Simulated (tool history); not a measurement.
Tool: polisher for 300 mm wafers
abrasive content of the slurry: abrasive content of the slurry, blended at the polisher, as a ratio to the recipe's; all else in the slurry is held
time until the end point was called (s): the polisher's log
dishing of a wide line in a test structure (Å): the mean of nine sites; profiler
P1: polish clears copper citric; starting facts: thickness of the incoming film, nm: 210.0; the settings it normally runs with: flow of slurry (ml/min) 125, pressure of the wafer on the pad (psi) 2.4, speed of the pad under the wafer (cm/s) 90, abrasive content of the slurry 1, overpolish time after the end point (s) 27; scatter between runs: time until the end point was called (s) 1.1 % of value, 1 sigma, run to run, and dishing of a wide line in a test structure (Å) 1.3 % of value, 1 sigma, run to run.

run  hour  flow of slurry (ml/min)  pressure of the wafer on the pad (psi)  speed of the pad under the wafer (cm/s)  abrasive content of the slurry  overpolish time after the end point (s)  wafers polished on this pad  hours since the slurry nozzle was cleaned  hours since the head pressure was calibrated  hours since the slurry blender was calibrated  time until the end point was called (s)  dishing of a wide line in a test structure (Å)
  1   3.6                      125                                     2.4                                       90                               1                                       27                          310                                      335.5                                         818.9                                           62.2                                    116.3                                          328.59
  2   7.5                      125                                     2.4                                      114                               1                                       27                          346                                      339.4                                         822.8                                           66.1                                   90.244                                           400.4
  3  11.6                      125                                     2.4                                       90                               1                                       27                          384                                      343.5                                         826.9                                           70.2                                   118.16                                          327.72
  4    17                      125                                     1.9                                       90                             1.2                                       27                          434                                      348.9                                         832.3                                           75.6                                   137.05                                          281.03
  5  23.2                       85                                     2.4                                       90                               1                                       27                          492                                      355.1                                         838.5                                           81.8                                   128.55                                          304.98
  6  27.2                      125                                     2.4                                       90                               1                                       49                          529                                      359.1                                         842.5                                           85.8                                   116.46                                          531.34
  7    31                      125                                     2.4                                       90                               1                                       12                          564                                      362.9                                         846.3                                           89.6                                   114.34                                           163.3
  8  34.6                      125                                     2.4                                       90                               1                                       27                          597                                      366.5                                         849.9                                           93.2                                   113.77                                          320.63
  9  40.3                      125                                     2.4                                       40                               1                                       27                          650                                      372.2                                         855.6                                           98.9                                   249.93                                          165.86
 10  44.4                      125                                     2.4                                       90                             1.4                                       27                          688                                      376.3                                         859.7                                            103                                   105.84                                          358.28
 11  49.4                       75                                     2.4                                       90                               1                                       38                          734                                      381.3                                         864.7                                            108                                   132.76                                          397.31
 12  52.8                      125                                     1.5                                       90                             1.4                                       27                          766                                      384.7                                         868.1                                          111.4                                   170.23                                          239.91
 13  56.2                      125                                     2.4                                       90                            0.75                                       27                          797                                      388.1                                         871.5                                          114.8                                   123.01                                          310.25
     58.2  -- slurry blender recalibrated
 14  63.3                      125                                     1.1                                       90                               1                                       27                          863                                      395.2                                         878.6                                            5.1                                   239.58                                          166.93
 15  68.3                      125                                     2.4                                       90                               1                                       27                          909                                      400.2                                         883.6                                           10.1                                   116.42                                          333.97
 16  72.2                      125                                     3.4                                       90                               1                                       27                          945                                      404.1                                         887.5                                             14                                   83.123                                          448.14
 17  76.4                      125                                     2.4                                       90                               1                                       27                          984                                      408.3                                         891.7                                           18.2                                   117.83                                          324.83
 18  82.6                      195                                     2.4                                       90                               1                                       27                         1042                                      414.5                                         897.9                                           24.4                                    109.8                                          351.87
 19  88.5                      125                                     2.4                                       90                               1                                       27                         1096                                      420.4                                         903.8                                           30.3                                   113.95                                          322.27

Run 20 is up next; what results do you expect?
 20  95.6                      125                                     2.4                                       90                               1                                       27                         1162                                      427.5                                         910.9                                           37.4                                        ?                                               ?

Run 20 gave time until the end point was called (s) 118, dishing of a wide line in a test structure (Å) 338.06.

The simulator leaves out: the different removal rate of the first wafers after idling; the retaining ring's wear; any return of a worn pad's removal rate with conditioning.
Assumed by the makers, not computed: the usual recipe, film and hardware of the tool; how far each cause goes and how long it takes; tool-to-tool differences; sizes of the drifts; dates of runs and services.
